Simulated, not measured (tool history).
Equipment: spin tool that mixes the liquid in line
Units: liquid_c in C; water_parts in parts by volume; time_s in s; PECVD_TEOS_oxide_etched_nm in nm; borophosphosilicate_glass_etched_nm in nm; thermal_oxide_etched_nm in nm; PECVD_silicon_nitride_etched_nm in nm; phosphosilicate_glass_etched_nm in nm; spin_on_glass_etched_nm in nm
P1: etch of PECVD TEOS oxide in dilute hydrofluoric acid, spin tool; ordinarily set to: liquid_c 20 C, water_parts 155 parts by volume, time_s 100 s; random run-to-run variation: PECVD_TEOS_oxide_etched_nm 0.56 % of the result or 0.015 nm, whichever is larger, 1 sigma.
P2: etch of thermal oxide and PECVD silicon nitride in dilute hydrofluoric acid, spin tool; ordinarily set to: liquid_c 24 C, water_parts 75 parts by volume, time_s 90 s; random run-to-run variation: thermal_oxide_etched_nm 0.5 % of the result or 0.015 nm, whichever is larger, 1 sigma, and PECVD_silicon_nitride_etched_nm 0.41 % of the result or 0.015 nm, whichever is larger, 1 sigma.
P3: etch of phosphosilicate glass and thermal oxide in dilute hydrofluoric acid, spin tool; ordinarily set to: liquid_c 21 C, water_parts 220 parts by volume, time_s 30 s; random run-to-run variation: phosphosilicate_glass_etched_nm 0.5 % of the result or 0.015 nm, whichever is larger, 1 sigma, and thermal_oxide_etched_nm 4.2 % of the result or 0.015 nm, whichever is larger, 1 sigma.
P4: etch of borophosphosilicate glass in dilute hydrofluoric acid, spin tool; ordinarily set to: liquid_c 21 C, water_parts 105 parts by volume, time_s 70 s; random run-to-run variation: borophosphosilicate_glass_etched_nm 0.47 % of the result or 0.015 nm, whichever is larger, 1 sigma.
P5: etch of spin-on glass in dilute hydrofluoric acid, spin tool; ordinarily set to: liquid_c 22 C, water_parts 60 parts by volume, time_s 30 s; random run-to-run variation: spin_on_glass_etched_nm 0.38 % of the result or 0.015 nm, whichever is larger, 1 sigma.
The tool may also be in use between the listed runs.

run     day  process  liquid_c  water_parts  time_s  hours since the thermometer was replaced  hours since the hydrofluoric acid flow meter was replaced  PECVD_TEOS_oxide_etched_nm  borophosphosilicate_glass_etched_nm  thermal_oxide_etched_nm  PECVD_silicon_nitride_etched_nm  phosphosilicate_glass_etched_nm  spin_on_glass_etched_nm
  1     0.5       P1        20          155     100                                     954.9                                                     1187.7                      9.9314
  2   0.946       P1        20          155     190                                     965.6                                                     1198.4                      18.769
  3   1.358       P4        21          105      70                                     975.5                                                     1208.3                                                           18.388
  4   1.825       P2        24           75      90                                     986.7                                                     1219.5                                                                                    6.2461                           6.7645
  5   2.246       P2        24          135      90                                     996.8                                                     1229.6                                                                                    3.2292                           3.7808
  6   2.567       P3        21          350      30                                    1004.5                                                     1237.3                                                                                     0.265                                                             6.137
  7   2.975       P1        20          155     100                                    1014.3                                                     1247.1                      9.8778
  8   3.496       P1        20          155      45                                    1026.8                                                     1259.6                      4.4474
  9    3.95       P3        17          220      30                                    1037.7                                                     1270.5                                                                                   0.43025                                                            9.4742
 10   4.375       P1        20          155     100                                    1047.9                                                     1280.7                      9.9325
 11   4.892       P1        20           85     100                                    1060.3                                                     1293.1                      19.396
 12   5.329       P2        24           75     145                                    1070.8                                                     1303.6                                                                                    10.084                           10.864
 13   5.779       P4        21          170      70                                    1081.6                                                     1314.4                                                           10.627
 14   6.333       P1        17          155     100                                    1094.9                                                     1327.7                      8.7981
 15   6.742       P4      29.5          105      70                                    1104.7                                                     1337.5                                                           25.448
 16   6.983       P3        21          220      15                                    1110.5                                                     1343.3                                                                                   0.23077                                                            5.5123
 17   7.521       P1      26.5          155     100                                    1123.4                                                     1356.2                      12.668
 18   8.017       P5        22           60      45                                    1135.3                                                     1368.1                                                                                                                                                                               40.723
 19   8.429       P1        20           50      20                                    1145.2                                                       1378                      6.8297
 20   8.917       P3        21          220      30                                    1156.9                                                     1389.7                                                                                   0.49064                                                            11.029
 21   9.442       P2      18.5           75      90                                    1169.5                                                     1402.3                                                                                    5.0305                           4.6486
 22   9.892       P5        22          110      30                                    1180.3                                                     1413.1                                                                                                                                                                                   14
 23  10.192       P1        20          250     100                                    1187.5                                                     1420.3                      5.5362
 24  10.667       P4        21          105      70                                    1198.9                                                     1431.7                                                           18.562
 25  10.946       P5        22           60      30                                    1205.6                                                     1438.4                                                                                                                                                                               27.185
 26  11.217       P5        18           60      30                                    1212.1                                                     1444.9                                                                                                                                                                               22.882
 27  11.479       P1        20          210     180                                    1218.4                                                     1451.2                      12.401
 28  11.912       P4        21          105     130                                    1228.8                                                     1461.6                                                           34.249
 29  12.304       P1        20          155     100                                    1238.2                                                       1471                      9.8152
 30   12.65       P1        20          155     100                                    1246.5                                                     1479.3                      9.8676
 31  13.154       P1        20          155     100                                    1258.6                                                     1491.4                      9.6556
 32  13.596       P1        20          155     100                                    1269.2                                                       1502                      9.4563
 33  13.988       P1        20          155     100                                    1278.6                                                     1511.4                      9.2893
 34  14.438       P1        20          155     100                                    1289.4                                                     1522.2                       9.257
 35  14.929       P1        20          155     100                                    1301.2                                                       1534                      9.3279
 36  15.296       P1        20          155     100                                      1310                                                     1542.8                       9.065
 37  15.742       P1        20          155     100                                    1320.7                                                     1553.5                      9.2748
 38  16.088       P1        20          155     100                                      1329                                                     1561.8                      9.1374
 39  16.483       P1        20          155     100                                    1338.5                                                     1571.3                      9.2408
 40  16.938       P1        20          155     100                                    1349.4                                                     1582.2                      9.0779
 41  17.438       P1        20          155     100                                    1361.4                                                     1594.2                      9.1822

Something has made what P1 gives creep away from where it was; the 2 causes below, each at its own stated size, fit the log equally well:
A: hydrofluoric acid flow below the setpoint (%) = 6.53
B: liquid colder than its thermometer reads (K) = 1.97
The creep began at about day 12.65.

4 check runs are offered, one wafer each, their results left as question marks. Which one tells the causes apart?
check 1  17.938       P4        24          105     130                                                                                                                                                                     ?
check 2  17.938       P2        24          125      90                                                                                                                                                                                              ?                                ?
check 3  17.938       P5        22          105      30                                                                                                                                                                                                                                                                                         ?
check 4  17.938       P3      17.5          295      30                                                                                                                                                                                              ?                                                                 ?

How each check would come out, cause by cause:
  check                               result     if A     if B
check 1  borophosphosilicate_glass_etched_nm   35.714   35.643
check 2              thermal_oxide_etched_nm   3.2565   3.2578
check 2      PECVD_silicon_nitride_etched_nm   3.8209   3.5885
check 3              spin_on_glass_etched_nm   13.632   13.579
check 4              thermal_oxide_etched_nm  0.28485  0.28761
check 4      phosphosilicate_glass_etched_nm   6.1768   6.2365
Distance between the nearest two causes, measured in the result of the check that separates them most: check 1 0.2 %; check 2 6.28 %; check 3 0.39 %; check 4 0.96 %
Of the check runs offered, only check 2 discriminates between the causes; the rest would read about the same regardless of which cause applies.

With check 2 done, the readings were: thermal_oxide_etched_nm 3.2438 nm; PECVD_silicon_nitride_etched_nm 3.5711 nm. Identify which of the listed causes applies.

B is the cause: liquid colder than its thermometer reads (K).
